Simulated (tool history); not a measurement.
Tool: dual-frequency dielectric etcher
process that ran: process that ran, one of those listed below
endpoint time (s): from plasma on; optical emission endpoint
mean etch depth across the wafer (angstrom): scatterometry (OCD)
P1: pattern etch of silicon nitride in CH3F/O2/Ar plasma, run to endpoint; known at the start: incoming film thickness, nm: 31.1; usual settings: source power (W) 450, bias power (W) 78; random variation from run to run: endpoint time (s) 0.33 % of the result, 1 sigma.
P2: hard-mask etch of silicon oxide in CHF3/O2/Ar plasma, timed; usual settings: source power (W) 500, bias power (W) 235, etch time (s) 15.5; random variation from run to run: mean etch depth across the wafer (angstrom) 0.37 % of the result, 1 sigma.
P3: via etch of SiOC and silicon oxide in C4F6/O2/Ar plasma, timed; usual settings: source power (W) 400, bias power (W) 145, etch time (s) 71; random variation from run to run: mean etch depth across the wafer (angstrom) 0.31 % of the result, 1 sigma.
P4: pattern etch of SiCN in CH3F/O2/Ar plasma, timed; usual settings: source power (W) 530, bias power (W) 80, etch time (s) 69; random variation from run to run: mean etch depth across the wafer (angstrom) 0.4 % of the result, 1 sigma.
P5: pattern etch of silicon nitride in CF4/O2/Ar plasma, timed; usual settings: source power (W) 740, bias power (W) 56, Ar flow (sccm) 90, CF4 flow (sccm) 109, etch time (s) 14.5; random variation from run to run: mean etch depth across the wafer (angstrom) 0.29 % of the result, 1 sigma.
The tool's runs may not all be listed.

run     day  process that ran  source power (W)  bias power (W)  Ar flow (sccm)  CF4 flow (sccm)  etch time (s)  endpoint time (s)  mean etch depth across the wafer (angstrom)
  1   0.375                P1               450              78                                                             41.499
  2   0.754                P5               740              56              90               77           14.5                                                          390.83
  3   1.088                P2               500             235                                             8.5                                                          172.21
  4   1.367                P5               940              56              90              109           14.5                                                          497.96
  5   1.654                P1               450              46                                                             49.398
  6   1.925                P3               400             145                                              71                                                           735.1
  7   2.129                P2               500             235                                            15.5                                                          313.28
  8     2.5                P2               500             235                                            15.5                                                          314.59
  9   2.796                P1               450             102                                                             37.623
 10   3.112                P5               740              56              90              109              8                                                           224.5
 11   3.371                P3               400             145                                             102                                                          1051.4
 12   3.683                P1               450              78                                                             41.644
 13   3.992                P5               740              56             118              109           14.5                                                          392.65
 14   4.417                P4               530              64                                              69                                                          274.56
 15   4.779                P2               500             158                                            15.5                                                          272.74
 16   5.133                P1               310              92                                                             45.129
 17   5.554                P5               740              56              90              109           14.5                                                          406.13
 18   5.888                P4               530              80                                            87.5                                                          376.69
 19   6.188                P4               720              80                                              69                                                          333.86
 20   6.512                P3               480             145                                              71                                                          791.75
 21   6.921                P4               530              80                                              69                                                          296.63
 22   7.292                P2               340             235                                            15.5                                                          269.47
 23   7.596                P5               740              56              90              109           14.5                                                          405.05
 24   7.829                P1               320              78                                                             47.026
 25   8.279                P5               740              38              90              109           14.5                                                          354.56
 26     8.6                P1               450              78                                                             41.513
 27   8.892                P4               530              80                                              69                                                          296.22
 28   9.229                P3               400             193                                              71                                                          803.71
 29   9.638                P1               600              78                                                             36.961
 30  10.025                P1               450              78                                                             41.334
 31  10.471                P1               450              78                                                             41.657
 32  10.767                P1               450              78                                                             41.275
 33  11.058                P1               450              78                                                              41.36
 34    11.5                P1               450              78                                                             40.845
 35  11.708                P1               450              78                                                             41.042
 36  12.062                P1               450              78                                                             41.033
     12.433  -- wet clean of the chamber
 37  12.483                P1               450              78                                                              41.11
 38  12.867                P1               450              78                                                             40.692
 39  13.162                P1               450              78                                                             40.985
 40  13.375                P1               450              78                                                             40.888

What P1 gives has crept away from where it was. These 2 causes fit the log equally well, each at the size given:
A: bias power that arrives over what is set, % = 4.89
B: source power that arrives over what is set, % = 4.48
The creep began at about day 10.471.
Why every other cause is out:
chamber walls in a state that raises the etch rate, %: serviced at day 12.433, which brought nothing back

4 check runs are offered, one wafer each, their results left as question marks. Which one tells the causes apart?
check 1  13.588                P2               500             235                                            15.5                                                               ?
check 2  13.588                P3               400             145                                              71                                                               ?
check 3  13.588                P4               530              80                                              69                                                               ?
check 4  13.588                P5               740              56              90              109           14.5                                                               ?

What each check would give under each cause:
  check                                       result    if A    if B
check 1  mean etch depth across the wafer (angstrom)  318.92  318.71
check 2  mean etch depth across the wafer (angstrom)  744.37  746.22
check 3  mean etch depth across the wafer (angstrom)   301.9  301.75
check 4  mean etch depth across the wafer (angstrom)  412.89  421.61
How far apart the two closest causes lie, in the result that separates them most: check 1 0.07 %; check 2 0.25 %; check 3 0.05 %; check 4 2.09 %
Only check 4 tells the causes apart: in the others they would give nearly the same result.

Then check 4 was run and gave: mean etch depth across the wafer (angstrom) 414.38. Which cause is it?

It is A: bias power that arrives over what is set, %.
